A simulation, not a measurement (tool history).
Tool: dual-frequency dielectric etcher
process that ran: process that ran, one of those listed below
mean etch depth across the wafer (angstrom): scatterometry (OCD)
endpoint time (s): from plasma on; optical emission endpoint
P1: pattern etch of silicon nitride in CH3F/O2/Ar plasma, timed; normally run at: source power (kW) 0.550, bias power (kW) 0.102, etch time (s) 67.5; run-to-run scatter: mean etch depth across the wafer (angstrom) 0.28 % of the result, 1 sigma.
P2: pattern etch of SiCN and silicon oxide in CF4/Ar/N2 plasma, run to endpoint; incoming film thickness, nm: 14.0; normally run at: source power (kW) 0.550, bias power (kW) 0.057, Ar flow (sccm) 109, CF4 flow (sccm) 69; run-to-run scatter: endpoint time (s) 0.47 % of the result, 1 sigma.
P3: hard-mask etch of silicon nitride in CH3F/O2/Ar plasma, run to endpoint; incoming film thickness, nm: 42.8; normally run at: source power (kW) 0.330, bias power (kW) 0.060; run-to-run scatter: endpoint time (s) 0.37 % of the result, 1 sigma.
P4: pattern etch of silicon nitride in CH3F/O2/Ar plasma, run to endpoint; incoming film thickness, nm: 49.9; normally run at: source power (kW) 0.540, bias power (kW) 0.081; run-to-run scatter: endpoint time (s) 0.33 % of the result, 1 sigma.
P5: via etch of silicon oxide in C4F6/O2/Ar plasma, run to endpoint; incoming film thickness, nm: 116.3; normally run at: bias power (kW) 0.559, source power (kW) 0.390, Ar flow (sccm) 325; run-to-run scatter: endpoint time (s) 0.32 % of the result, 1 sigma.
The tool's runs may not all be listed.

run,hour,process that ran,source power (kW),bias power (kW),etch time (s),Ar flow (sccm),CF4 flow (sccm),mean etch depth across the wafer (angstrom),endpoint time (s)
1,16.7,P1,0.550,0.102,67.5,,,597.29,
2,35.4,P1,0.550,0.102,93.0,,,825.42,
3,44.2,P5,0.390,0.559,,325,,,23.766
4,62.3,P5,0.390,0.559,,460,,,24.678
5,74.0,P5,0.250,0.559,,325,,,27.801
6,87.3,P2,0.550,0.040,,109,69,,15.781
7,103.3,P1,0.440,0.102,67.5,,,548.02,
8,113.6,P1,0.550,0.102,67.5,,,597.45,
9,132.2,P4,0.650,0.081,,,,,58.703
10,149.5,P4,0.540,0.081,,,,,62.851
11,165.0,P1,0.550,0.102,67.5,,,597.07,
12,183.3,P3,0.330,0.060,,,,,72.311
13,199.0,P3,0.330,0.049,,,,,77.067
14,207.8,P2,0.550,0.057,,70,69,,13.313
15,222.4,P1,0.550,0.083,67.5,,,558.03,
16,238.3,P5,0.390,0.674,,325,,,22.041
17,251.5,P1,0.770,0.102,67.5,,,680.28,
18,269.2,P1,0.550,0.072,82.5,,,648.19,
19,282.0,P1,0.550,0.102,39.0,,,344.79,
20,293.0,P2,0.550,0.057,,109,51,,15.197
# hour 293.6: bias power generator calibrated
21,302.6,P2,0.670,0.057,,109,69,,12.042

The next listed run, before its measurement:
22,311.1,P1,0.550,0.102,67.5,,,?,

{"run 22": {"mean etch depth across the wafer (angstrom)": 598.44}}
